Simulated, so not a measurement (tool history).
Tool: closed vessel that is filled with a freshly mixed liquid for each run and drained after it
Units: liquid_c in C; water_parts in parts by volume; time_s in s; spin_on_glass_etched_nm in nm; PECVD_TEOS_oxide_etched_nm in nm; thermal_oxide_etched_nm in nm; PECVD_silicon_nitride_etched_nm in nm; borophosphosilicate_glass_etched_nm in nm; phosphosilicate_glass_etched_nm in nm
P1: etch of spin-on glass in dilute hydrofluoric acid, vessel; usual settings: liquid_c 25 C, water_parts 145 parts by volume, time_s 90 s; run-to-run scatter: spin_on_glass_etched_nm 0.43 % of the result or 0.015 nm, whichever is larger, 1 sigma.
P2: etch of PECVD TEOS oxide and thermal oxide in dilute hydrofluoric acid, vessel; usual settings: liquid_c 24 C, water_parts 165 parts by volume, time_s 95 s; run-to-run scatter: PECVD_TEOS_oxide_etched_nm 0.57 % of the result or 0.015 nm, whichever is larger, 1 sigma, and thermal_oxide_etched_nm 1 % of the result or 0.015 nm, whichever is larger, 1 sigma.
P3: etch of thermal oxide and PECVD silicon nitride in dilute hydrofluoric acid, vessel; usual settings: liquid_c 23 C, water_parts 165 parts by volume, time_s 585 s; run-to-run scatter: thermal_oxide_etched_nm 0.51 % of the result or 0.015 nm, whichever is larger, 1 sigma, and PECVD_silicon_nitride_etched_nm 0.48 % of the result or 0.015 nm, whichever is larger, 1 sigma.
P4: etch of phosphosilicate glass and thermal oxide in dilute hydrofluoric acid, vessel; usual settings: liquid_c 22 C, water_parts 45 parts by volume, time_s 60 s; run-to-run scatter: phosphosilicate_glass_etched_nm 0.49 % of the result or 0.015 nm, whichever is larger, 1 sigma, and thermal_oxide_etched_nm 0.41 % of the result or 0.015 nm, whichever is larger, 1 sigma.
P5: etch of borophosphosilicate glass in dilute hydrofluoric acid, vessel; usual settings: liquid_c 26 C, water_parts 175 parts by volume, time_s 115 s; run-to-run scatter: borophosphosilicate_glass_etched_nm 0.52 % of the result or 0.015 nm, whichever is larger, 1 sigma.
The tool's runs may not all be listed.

run,hour,process,liquid_c,water_parts,time_s,hours since the thermometer was replaced,hours since the hydrofluoric acid flow meter was replaced,spin_on_glass_etched_nm,PECVD_TEOS_oxide_etched_nm,thermal_oxide_etched_nm,PECVD_silicon_nitride_etched_nm,borophosphosilicate_glass_etched_nm,phosphosilicate_glass_etched_nm
1,8.8,P1,25,145,90,837.9,693.5,16.521,,,,,
2,19.6,P2,24,35,95,848.7,704.3,,25.131,13.601,,,
3,25.8,P3,28.5,165,585,854.9,710.5,,,18.037,8.1042,,
4,35,P5,26,175,115,864.1,719.7,,,,,23.741,
5,40.7,P3,23,270,585,869.8,725.4,,,8.0029,3.5289,,
6,47,P1,25,145,90,876.1,731.7,16.47,,,,,
7,54.2,P1,25,145,90,883.3,738.9,16.436,,,,,
8,62.9,P1,30,225,90,892,747.6,11.465,,,,,
9,67.6,P3,23,165,585,896.7,752.3,,,14.616,5.6802,,
10,72.9,P5,26,320,115,902,757.6,,,,,11.108,
11,79.5,P5,26,175,30,908.6,764.2,,,,,6.1902,
12,88.5,P1,25,145,30,917.6,773.2,5.4514,,,,,
13,97.1,P1,25,145,130,926.2,781.8,23.739,,,,,
14,105.8,P4,30,45,60,934.9,790.5,,,8.6399,,,125.33
15,114.2,P1,29.5,145,90,943.3,798.9,19.47,,,,,
16,121.2,P2,31,165,95,950.3,805.9,,5.8233,3.1965,,,
17,126.5,P1,25,145,90,955.6,811.2,16.309,,,,,
18,131.2,P4,22,45,30,960.3,815.9,,,3.1232,,,45.3
19,141.5,P2,24,165,30,970.6,826.2,,1.4406,0.80009,,,
20,148.6,P1,25,145,90,977.7,833.3,16.479,,,,,
21,154.9,P1,21.5,145,90,984,839.6,14.279,,,,,
22,163.9,P4,22,20,60,993,848.6,,,14.575,,,210.55
23,168.9,P2,24,165,95,998,853.6,,4.5369,2.4993,,,
24,175.1,P3,23,165,30,1004.2,859.8,,,0.73988,0.30943,,
25,182.7,P1,25,75,90,1011.8,867.4,34.741,,,,,
26,189.1,P4,22,45,60,1018.2,873.8,,,6.2094,,,90.205
27,196.8,P1,25,195,35,1025.9,881.5,4.5225,,,,,
28,206.4,P1,25,235,90,1035.5,891.1,9.2025,,,,,
29,216.9,P5,30,175,115,1046,901.6,,,,,27.486,
30,222.6,P4,22,45,60,1051.7,907.3,,,6.2554,,,91.056
31,230.3,P1,25,145,90,1059.4,915,16.435,,,,,
32,240.2,P1,25,145,90,1069.3,924.9,17.075,,,,,
33,250,P1,25,145,90,1079.1,934.7,17.57,,,,,
34,256.2,P1,25,145,90,1085.3,940.9,17.448,,,,,
35,265.9,P1,25,145,90,1095,950.6,17.668,,,,,
36,270.7,P1,25,145,90,1099.8,955.4,17.804,,,,,
37,277.7,P1,25,145,90,1106.8,962.4,17.681,,,,,
38,284.3,P1,25,145,90,1113.4,969,17.783,,,,,

What P1 gives has crept away from where it was. These 2 causes fit the log equally well, each at the size given:
A: hydrofluoric acid flow above the setpoint (%) = 7.12
B: liquid hotter than its thermometer reads (K) = 2.14
The creep began at about hour 230.3.

4 check runs are offered, one wafer each, their results left as question marks. Which one tells the causes apart?
check 1,290.9,P4,29.5,45,35,,,,,?,,,?
check 2,290.9,P2,30.5,65,95,,,,?,?,,,
check 3,290.9,P3,26,255,585,,,,,?,?,,
check 4,290.9,P5,29,175,115,,,,,,,?,

What each check would give under each cause:
check,result,if A,if B
check 1,thermal_oxide_etched_nm,5.3171,5.3741
check 1,phosphosilicate_glass_etched_nm,76.958,77.783
check 2,PECVD_TEOS_oxide_etched_nm,17.997,18.112
check 2,thermal_oxide_etched_nm,10.014,10.078
check 3,thermal_oxide_etched_nm,10.467,10.329
check 3,PECVD_silicon_nitride_etched_nm,4.7933,5.0888
check 4,borophosphosilicate_glass_etched_nm,28.84,28.612
How far apart the two closest causes lie, in the result that separates them most: check 1 1.07 %; check 2 0.64 %; check 3 5.98 %; check 4 0.79 %
Check 3 tells the causes apart: in the others they would give nearly the same result.

Then check 3 was run and gave: thermal_oxide_etched_nm 10.414 nm; PECVD_silicon_nitride_etched_nm 4.7885 nm. Which cause is it?

It is A: hydrofluoric acid flow above the setpoint (%).

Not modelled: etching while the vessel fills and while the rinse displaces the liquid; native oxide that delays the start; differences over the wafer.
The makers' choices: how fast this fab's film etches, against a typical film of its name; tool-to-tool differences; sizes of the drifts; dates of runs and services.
